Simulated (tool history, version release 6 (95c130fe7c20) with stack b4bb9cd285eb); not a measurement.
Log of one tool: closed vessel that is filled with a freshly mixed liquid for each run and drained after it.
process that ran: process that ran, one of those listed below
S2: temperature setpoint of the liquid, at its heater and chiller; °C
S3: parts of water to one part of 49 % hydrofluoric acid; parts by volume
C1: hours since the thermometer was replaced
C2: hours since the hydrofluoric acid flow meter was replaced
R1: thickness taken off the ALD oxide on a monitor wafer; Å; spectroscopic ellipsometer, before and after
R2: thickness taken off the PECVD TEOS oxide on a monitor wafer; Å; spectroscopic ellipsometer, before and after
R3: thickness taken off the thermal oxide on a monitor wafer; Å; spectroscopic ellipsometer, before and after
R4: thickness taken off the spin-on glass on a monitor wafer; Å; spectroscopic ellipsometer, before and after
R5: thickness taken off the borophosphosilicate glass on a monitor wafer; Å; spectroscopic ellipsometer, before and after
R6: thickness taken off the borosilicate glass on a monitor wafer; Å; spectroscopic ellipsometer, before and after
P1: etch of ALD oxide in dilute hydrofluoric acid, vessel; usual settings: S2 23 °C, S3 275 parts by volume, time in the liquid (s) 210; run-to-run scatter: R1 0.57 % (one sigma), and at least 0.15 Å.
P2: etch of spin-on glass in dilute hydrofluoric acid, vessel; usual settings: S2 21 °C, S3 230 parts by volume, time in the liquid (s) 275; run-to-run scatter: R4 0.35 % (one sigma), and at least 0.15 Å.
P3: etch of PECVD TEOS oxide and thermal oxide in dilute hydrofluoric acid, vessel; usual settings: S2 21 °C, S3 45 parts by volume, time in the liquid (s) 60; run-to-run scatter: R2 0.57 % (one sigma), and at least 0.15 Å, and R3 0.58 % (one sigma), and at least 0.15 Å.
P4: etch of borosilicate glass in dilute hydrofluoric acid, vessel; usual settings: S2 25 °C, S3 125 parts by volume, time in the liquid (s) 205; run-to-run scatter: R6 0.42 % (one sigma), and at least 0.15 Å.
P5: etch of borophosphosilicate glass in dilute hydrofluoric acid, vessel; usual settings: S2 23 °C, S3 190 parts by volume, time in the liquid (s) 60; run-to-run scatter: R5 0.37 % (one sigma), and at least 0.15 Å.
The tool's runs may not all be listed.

run 1 day=0.292 | process_that_ran=P1 S2=23 S3=275 time_in_the_liquid_(s)=210 | C1=560 C2=655.8 | R1=157.04
run 2 day=0.542 | process_that_ran=P1 S2=23 S3=440 time_in_the_liquid_(s)=320 | C1=566 C2=661.8 | R1=129.08
run 3 day=0.758 | process_that_ran=P3 S2=17 S3=45 time_in_the_liquid_(s)=60 | C1=571.2 C2=667 | R2=138.1 R3=50.279
run 4 day=1.05 | process_that_ran=P2 S2=21 S3=230 time_in_the_liquid_(s)=275 | C1=578.2 C2=674 | R4=490.42
run 5 day=1.258 | process_that_ran=P1 S2=23 S3=450 time_in_the_liquid_(s)=290 | C1=583.2 C2=679 | R1=113.35
run 6 day=1.429 | process_that_ran=P1 S2=17 S3=275 time_in_the_liquid_(s)=210 | C1=587.3 C2=683.1 | R1=126.94
run 7 day=1.612 | process_that_ran=P5 S2=30 S3=190 time_in_the_liquid_(s)=60 | C1=591.7 C2=687.5 | R5=200.6
run 8 day=1.917 | process_that_ran=P5 S2=23 S3=190 time_in_the_liquid_(s)=95 | C1=599 C2=694.8 | R5=244.71
run 9 day=2.125 | process_that_ran=P2 S2=21 S3=230 time_in_the_liquid_(s)=30 | C1=604 C2=699.8 | R4=53.194
run 10 day=2.362 | process_that_ran=P1 S2=23 S3=420 time_in_the_liquid_(s)=210 | C1=609.7 C2=705.5 | R1=90.483
run 11 day=2.583 | process_that_ran=P1 S2=23 S3=275 time_in_the_liquid_(s)=210 | C1=615 C2=710.8 | R1=156.96
run 12 day=2.812 | process_that_ran=P1 S2=23 S3=275 time_in_the_liquid_(s)=210 | C1=620.5 C2=716.3 | R1=156.42
run 13 day=3.021 | process_that_ran=P4 S2=25 S3=125 time_in_the_liquid_(s)=30 | C1=625.5 C2=721.3 | R6=75.713
run 14 day=3.154 | process_that_ran=P2 S2=21 S3=230 time_in_the_liquid_(s)=275 | C1=628.7 C2=724.5 | R4=488.32
run 15 day=3.321 | process_that_ran=P1 S2=23 S3=275 time_in_the_liquid_(s)=210 | C1=632.7 C2=728.5 | R1=157.69
run 16 day=3.5 | process_that_ran=P1 S2=23 S3=120 time_in_the_liquid_(s)=210 | C1=637 C2=732.8 | R1=427.04
run 17 day=3.646 | process_that_ran=P1 S2=19 S3=110 time_in_the_liquid_(s)=210 | C1=640.5 C2=736.3 | R1=402.14
run 18 day=3.825 | process_that_ran=P3 S2=21 S3=45 time_in_the_liquid_(s)=30 | C1=644.8 C2=740.6 | R2=82.172 R3=29.783
run 19 day=4.038 | process_that_ran=P3 S2=21 S3=70 time_in_the_liquid_(s)=60 | C1=649.9 C2=745.7 | R2=102.47 R3=37.29
run 20 day=4.283 | process_that_ran=P1 S2=23 S3=275 time_in_the_liquid_(s)=85 | C1=655.8 C2=751.6 | R1=63.962
run 21 day=4.508 | process_that_ran=P1 S2=23 S3=275 time_in_the_liquid_(s)=305 | C1=661.2 C2=757 | R1=229.6
run 22 day=4.654 | process_that_ran=P3 S2=21 S3=45 time_in_the_liquid_(s)=60 | C1=664.7 C2=760.5 | R2=165.13 R3=60.022
run 23 day=4.925 | process_that_ran=P5 S2=23 S3=190 time_in_the_liquid_(s)=60 | C1=671.2 C2=767 | R5=155.95
run 24 day=5.125 | process_that_ran=P4 S2=25 S3=205 time_in_the_liquid_(s)=205 | C1=676 C2=771.8 | R6=291.22
run 25 day=5.408 | process_that_ran=P2 S2=21 S3=330 time_in_the_liquid_(s)=275 | C1=682.8 C2=778.6 | R4=309.75
run 26 day=5.604 | process_that_ran=P4 S2=25 S3=125 time_in_the_liquid_(s)=205 | C1=687.5 C2=783.3 | R6=524.2
run 27 day=5.783 | process_that_ran=P2 S2=17 S3=230 time_in_the_liquid_(s)=275 | C1=691.8 C2=787.6 | R4=419.47
run 28 day=6.021 | process_that_ran=P1 S2=28.5 S3=275 time_in_the_liquid_(s)=210 | C1=697.5 C2=793.3 | R1=190.85
run 29 day=6.208 | process_that_ran=P5 S2=23 S3=310 time_in_the_liquid_(s)=60 | C1=702 C2=797.8 | R5=84.256
run 30 day=6.375 | process_that_ran=P4 S2=32.5 S3=125 time_in_the_liquid_(s)=205 | C1=706 C2=801.8 | R6=690.76
run 31 day=6.542 | process_that_ran=P1 S2=23 S3=275 time_in_the_liquid_(s)=210 | C1=710 C2=805.8 | R1=158.13
run 32 day=6.696 | process_that_ran=P1 S2=23 S3=275 time_in_the_liquid_(s)=210 | C1=713.7 C2=809.5 | R1=153.15
run 33 day=7.004 | process_that_ran=P1 S2=23 S3=275 time_in_the_liquid_(s)=210 | C1=721.1 C2=816.9 | R1=148.7
run 34 day=7.258 | process_that_ran=P1 S2=23 S3=275 time_in_the_liquid_(s)=210 | C1=727.2 C2=823 | R1=146.85

Run 35 comes next. What will it give?
run 35 day=7.542 | process_that_ran=P1 S2=23 S3=275 time_in_the_liquid_(s)=210 | C1=734 C2=829.8 | R1=?

Run 35 gave R1 146 Å.
